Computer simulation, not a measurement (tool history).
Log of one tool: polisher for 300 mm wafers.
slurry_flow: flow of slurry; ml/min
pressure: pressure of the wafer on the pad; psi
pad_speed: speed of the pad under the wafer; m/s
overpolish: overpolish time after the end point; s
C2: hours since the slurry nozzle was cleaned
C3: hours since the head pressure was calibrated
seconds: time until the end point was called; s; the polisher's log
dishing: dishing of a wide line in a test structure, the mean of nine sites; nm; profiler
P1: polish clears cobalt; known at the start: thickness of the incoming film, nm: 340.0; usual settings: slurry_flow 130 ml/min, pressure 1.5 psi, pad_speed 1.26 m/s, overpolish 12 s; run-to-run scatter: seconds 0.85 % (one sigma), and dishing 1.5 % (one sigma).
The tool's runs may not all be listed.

{"run": 1, "hour": 10.8, "slurry_flow": 130, "pressure": 1.5, "pad_speed": 1.26, "overpolish": 12, "wafers polished on this pad": 297, "C2": 630.7, "C3": 721, "seconds": 76.578, "dishing": 36.967}
{"run": 2, "hour": 18.1, "slurry_flow": 130, "pressure": 1.5, "pad_speed": 0.6, "overpolish": 12, "wafers polished on this pad": 353, "C2": 638, "C3": 728.3, "seconds": 163.05, "dishing": 20.311}
{"run": 3, "hour": 25.5, "slurry_flow": 130, "pressure": 1.5, "pad_speed": 1.76, "overpolish": 12, "wafers polished on this pad": 409, "C2": 645.4, "C3": 735.7, "seconds": 54.963, "dishing": 46.492}
{"run": 4, "hour": 35.5, "slurry_flow": 185, "pressure": 1.5, "pad_speed": 1.26, "overpolish": 12, "wafers polished on this pad": 486, "C2": 655.4, "C3": 745.7, "seconds": 73.181, "dishing": 39.47}
{"run": 5, "hour": 43.5, "slurry_flow": 80, "pressure": 1.5, "pad_speed": 1.26, "overpolish": 12, "wafers polished on this pad": 547, "C2": 663.4, "C3": 753.7, "seconds": 87.129, "dishing": 33.747}
{"run": 6, "hour": 52.1, "slurry_flow": 130, "pressure": 1.5, "pad_speed": 1.26, "overpolish": 12, "wafers polished on this pad": 613, "C2": 672, "C3": 762.3, "seconds": 77.061, "dishing": 36.891}
{"run": 7, "hour": 56.8, "slurry_flow": 130, "pressure": 1.5, "pad_speed": 1.26, "overpolish": 12, "wafers polished on this pad": 649, "C2": 676.7, "C3": 767, "seconds": 77.495, "dishing": 36.942}
{"run": 8, "hour": 62.0, "slurry_flow": 130, "pressure": 2.1, "pad_speed": 1.26, "overpolish": 12, "wafers polished on this pad": 688, "C2": 681.9, "C3": 772.2, "seconds": 55.432, "dishing": 46.058}
{"run": 9, "hour": 67.9, "slurry_flow": 130, "pressure": 1.5, "pad_speed": 1.26, "overpolish": 20, "wafers polished on this pad": 733, "C2": 687.8, "C3": 778.1, "seconds": 76.147, "dishing": 52.373}
{"run": 10, "hour": 76.0, "slurry_flow": 80, "pressure": 1.5, "pad_speed": 1.58, "overpolish": 12, "wafers polished on this pad": 795, "C2": 695.9, "C3": 786.2, "seconds": 69.358, "dishing": 40.787}
{"run": 11, "hour": 86.5, "slurry_flow": 130, "pressure": 1.5, "pad_speed": 1.26, "overpolish": 7, "wafers polished on this pad": 875, "C2": 706.4, "C3": 796.7, "seconds": 76.345, "dishing": 24.451}
{"run": 12, "hour": 93.8, "slurry_flow": 130, "pressure": 0.8, "pad_speed": 1.26, "overpolish": 12, "wafers polished on this pad": 931, "C2": 713.7, "C3": 804, "seconds": 145.11, "dishing": 23.048}
{"run": 13, "hour": 100.3, "slurry_flow": 130, "pressure": 1.5, "pad_speed": 1.26, "overpolish": 12, "wafers polished on this pad": 981, "C2": 720.2, "C3": 810.5, "seconds": 77.71, "dishing": 36.199}
{"run": 14, "hour": 106.2, "slurry_flow": 130, "pressure": 1.5, "pad_speed": 1.26, "overpolish": 12, "wafers polished on this pad": 1026, "C2": 726.1, "C3": 816.4, "seconds": 77.747, "dishing": 37.21}
{"run": 15, "hour": 111.0, "slurry_flow": 130, "pressure": 1.5, "pad_speed": 1.26, "overpolish": 12, "wafers polished on this pad": 1063, "C2": 730.9, "C3": 821.2, "seconds": 76.534, "dishing": 37.11}
{"run": 16, "hour": 117.2, "slurry_flow": 130, "pressure": 1.5, "pad_speed": 1.26, "overpolish": 12, "wafers polished on this pad": 1110, "C2": 737.1, "C3": 827.4, "seconds": 78.161, "dishing": 35.512}
{"run": 17, "hour": 122.2, "slurry_flow": 130, "pressure": 1.5, "pad_speed": 1.26, "overpolish": 12, "wafers polished on this pad": 1148, "C2": 742.1, "C3": 832.4, "seconds": 78.361, "dishing": 35.522}
{"run": 18, "hour": 132.4, "slurry_flow": 130, "pressure": 1.5, "pad_speed": 1.26, "overpolish": 12, "wafers polished on this pad": 1226, "C2": 752.3, "C3": 842.6, "seconds": 81.639, "dishing": 35.336}
{"hour": 138.0, "done": "head pressure recalibrated"}
{"run": 19, "hour": 141.0, "slurry_flow": 130, "pressure": 1.5, "pad_speed": 1.26, "overpolish": 12, "wafers polished on this pad": 1292, "C2": 760.9, "C3": 3.1, "seconds": 81.812, "dishing": 35.499}
{"run": 20, "hour": 147.1, "slurry_flow": 130, "pressure": 1.5, "pad_speed": 1.26, "overpolish": 12, "wafers polished on this pad": 1338, "C2": 767, "C3": 9.2, "seconds": 82.166, "dishing": 35.91}
{"run": 21, "hour": 157.2, "slurry_flow": 130, "pressure": 1.5, "pad_speed": 1.26, "overpolish": 12, "wafers polished on this pad": 1416, "C2": 777.1, "C3": 19.3, "seconds": 83.919, "dishing": 35.206}
{"run": 22, "hour": 163.5, "slurry_flow": 130, "pressure": 1.5, "pad_speed": 1.26, "overpolish": 12, "wafers polished on this pad": 1464, "C2": 783.4, "C3": 25.6, "seconds": 82.941, "dishing": 35.432}
{"run": 23, "hour": 173.7, "slurry_flow": 130, "pressure": 1.5, "pad_speed": 1.26, "overpolish": 12, "wafers polished on this pad": 1542, "C2": 793.6, "C3": 35.8, "seconds": 84.486, "dishing": 35.236}

What P1 gives has crept away from where it was. These 2 causes fit the log equally well, each at the size given:
A: removal rate lost through wear of the pad, % = 7.84
B: slurry flow missing at the pad, % = 29.6
The creep began at about hour 111.
Why every other cause is out:
head's pressure below its setpoint, %: serviced at hour 138, which brought nothing back

4 check runs are offered, each on 3 wafers whose results are averaged, their results left as question marks. Which one tells the causes apart?
{"run": "check 1", "hour": 183.9, "slurry_flow": 130, "pressure": 1.5, "pad_speed": 1.54, "overpolish": 12, "seconds": "?", "dishing": "?"}
{"run": "check 2", "hour": 183.9, "slurry_flow": 130, "pressure": 1.8, "pad_speed": 1.26, "overpolish": 12, "seconds": "?", "dishing": "?"}
{"run": "check 3", "hour": 183.9, "slurry_flow": 85, "pressure": 1.5, "pad_speed": 1.62, "overpolish": 12, "seconds": "?", "dishing": "?"}
{"run": "check 4", "hour": 183.9, "slurry_flow": 130, "pressure": 1.2, "pad_speed": 1.26, "overpolish": 12, "seconds": "?", "dishing": "?"}

What each check would give under each cause:
check=check_1 result=seconds if_A=68.268 if_B=68.269
check=check_1 result=dishing if_A=40.387 if_B=40.387
check=check_2 result=seconds if_A=69.533 if_B=69.533
check=check_2 result=dishing if_A=39.89 if_B=39.89
check=check_3 result=seconds if_A=71.887 if_B=74.523
check=check_3 result=dishing if_A=38.978 if_B=38.014
check=check_4 result=seconds if_A=104.3 if_B=104.3
check=check_4 result=dishing if_A=29.685 if_B=29.685
How far apart the two closest causes lie, in the result that separates them most: check 1 0 %; check 2 0 %; check 3 3.6 %; check 4 0 %
Only check 3 tells the causes apart: in the others they would give nearly the same result.

Check 3 was then run and gave: seconds 71.943 s; dishing 39.204 nm. Which cause is it?

It is A: removal rate lost through wear of the pad, %.
